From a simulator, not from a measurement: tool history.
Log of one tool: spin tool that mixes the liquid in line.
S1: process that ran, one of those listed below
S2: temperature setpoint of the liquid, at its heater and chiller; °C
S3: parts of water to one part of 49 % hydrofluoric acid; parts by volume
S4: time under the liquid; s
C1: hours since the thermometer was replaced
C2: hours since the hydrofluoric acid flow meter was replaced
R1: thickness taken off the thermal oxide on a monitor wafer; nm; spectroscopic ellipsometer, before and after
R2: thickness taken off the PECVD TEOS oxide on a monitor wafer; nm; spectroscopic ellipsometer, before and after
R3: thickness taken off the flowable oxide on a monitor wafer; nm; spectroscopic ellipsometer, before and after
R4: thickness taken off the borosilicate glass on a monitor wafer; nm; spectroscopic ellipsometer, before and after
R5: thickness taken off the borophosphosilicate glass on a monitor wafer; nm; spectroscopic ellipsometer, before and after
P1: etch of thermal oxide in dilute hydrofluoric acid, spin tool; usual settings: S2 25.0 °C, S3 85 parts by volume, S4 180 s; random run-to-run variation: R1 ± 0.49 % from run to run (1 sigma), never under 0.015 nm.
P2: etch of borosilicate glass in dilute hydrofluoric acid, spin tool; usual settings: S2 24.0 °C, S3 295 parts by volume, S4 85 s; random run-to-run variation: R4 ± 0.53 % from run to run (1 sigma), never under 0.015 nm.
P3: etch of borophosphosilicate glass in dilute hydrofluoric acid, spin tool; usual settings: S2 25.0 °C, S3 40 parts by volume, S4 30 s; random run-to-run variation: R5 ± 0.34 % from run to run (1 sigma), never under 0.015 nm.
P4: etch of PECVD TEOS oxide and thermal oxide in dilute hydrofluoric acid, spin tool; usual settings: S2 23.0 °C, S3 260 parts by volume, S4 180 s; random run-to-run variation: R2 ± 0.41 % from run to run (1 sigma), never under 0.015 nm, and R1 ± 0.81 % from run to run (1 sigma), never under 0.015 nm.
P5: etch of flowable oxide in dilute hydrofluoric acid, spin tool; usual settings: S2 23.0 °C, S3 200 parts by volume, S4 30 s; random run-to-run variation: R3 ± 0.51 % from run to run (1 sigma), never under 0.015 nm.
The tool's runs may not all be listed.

run	hour	S1	S2	S3	S4	C1	C2	R1	R2	R3	R4	R5
1	12.6	P1	25.0	85	180	476.5	666.0	10.78400				
2	23.6	P1	21.5	85	180	487.5	677.0	9.34310				
3	41.0	P1	28.5	85	250	504.9	694.4	17.08500				
4	56.4	P4	23.0	260	15	520.3	709.8	0.21504	0.48609			
5	68.4	P1	25.0	85	180	532.3	721.8	10.71400				
6	77.4	P5	23.0	200	30	541.3	730.8			4.3703		
7	93.7	P1	25.0	50	290	557.6	747.1	30.82900				
8	101.4	P5	23.0	200	55	565.3	754.8			7.9651		
9	113.7	P2	32.0	295	85	577.6	767.1				17.5290	
10	122.7	P3	25.0	40	30	586.6	776.1					54.619
11	139.6	P2	24.0	540	85	603.5	793.0				5.8950	
12	156.4	P3	33.5	40	30	620.3	809.8					77.213
13	166.1	P1	25.0	85	65	630.0	819.5	3.86560				
14	173.8	P2	24.0	295	85	637.7	827.2				13.4280	
15	187.7	P1	25.0	50	180	651.6	841.1	19.25700				
16	204.1	P5	23.0	355	30	668.0	857.5			2.1180		
17	216.3	P1	25.0	85	180	680.2	869.7	10.75500				
18	233.5	P3	25.0	40	30	697.4	886.9					54.683
19	250.8	P1	25.0	85	180	714.7	904.2	10.74700				
20	266.5	P2	24.0	295	15	730.4	919.9				2.3578	
21	276.8	P4	23.0	260	180	740.7	930.2	2.72650	5.60810			
22	290.4	P1	18.5	40	180	754.3	943.8	18.36000				
23	302.2	P3	25.0	20	30	766.1	955.6					112.290
24	311.1	P1	29.0	85	180	775.0	964.5	12.64500				
25	324.1	P1	25.0	85	180	788.0	977.5	10.63700				
26	338.6	P1	25.0	85	180	802.5	992.0	10.86600				
27	352.7	P5	23.0	200	30	816.6	1006.1			4.3468		
28	366.5	P4	17.0	260	180	830.4	1019.9	2.12300	4.52140			
29	379.6	P4	23.0	90	180	843.5	1033.0	9.33420	19.76700			
30	390.8	P1	25.0	85	180	854.7	1044.2	10.65200				
31	403.0	P5	18.0	200	30	866.9	1056.4			3.6515		
32	420.2	P1	25.0	120	180	884.1	1073.6	7.33430				
33	431.3	P1	25.0	85	280	895.2	1084.7	16.64700				
34	446.4	P3	25.0	40	60	910.3	1099.8					109.870
35	455.2	P1	25.0	85	180	919.1	1108.6	10.73100				
36	466.4	P1	25.0	85	180	930.3	1119.8	11.03600				
37	478.7	P1	25.0	85	180	942.6	1132.1	11.41700				
38	496.3	P1	25.0	85	180	960.2	1149.7	11.66000				
39	508.8	P1	25.0	85	180	972.7	1162.2	11.69900				
40	524.7	P1	25.0	85	180	988.6	1178.1	11.71900				
41	532.6	P1	25.0	85	180	996.5	1186.0	11.71400				
42	550.1	P1	25.0	85	180	1014.0	1203.5	11.84800				
43	560.9	P1	25.0	85	180	1024.8	1214.3	11.71800				

P1 has crept away from where it was. The log is fitted equally well by each of these 2 causes, at the sizes shown:
A: hydrofluoric acid flow above the setpoint (%) = 8.95
B: liquid hotter than its thermometer reads (K) = 2.42
The drift started at roughly hour 455.2.

Below are 4 check runs, each on a single wafer, with their results shown as question marks. Which of them would tell the listed causes apart, meaning the causes would give clearly different results under it?
check 1	571.7	P3	33.0	20	30							?
check 2	571.7	P5	18.5	200	55					?		
check 3	571.7	P4	17.0	110	180			?	?			
check 4	571.7	P2	32.0	295	45						?	

Expected result of each check under each candidate cause:
check	result	if A	if B
check 1	R5	170.450	171.570
check 2	R3	7.4622	7.4050
check 3	R1	6.43830	6.47250
check 3	R2	13.48700	13.55800
check 4	R4	10.4030	10.0070
How far apart the two closest causes lie, in the result that separates them most: check 1 0.65 %; check 2 0.77 %; check 3 0.53 %; check 4 3.88 %
The other checks would show nearly matching results whichever cause is true, so check 4 is the only one that separates the causes.

Check 4 was carried out, with these results: R4 9.8966 nm. Which of the listed causes is responsible?

The cause is B: liquid hotter than its thermometer reads (K).
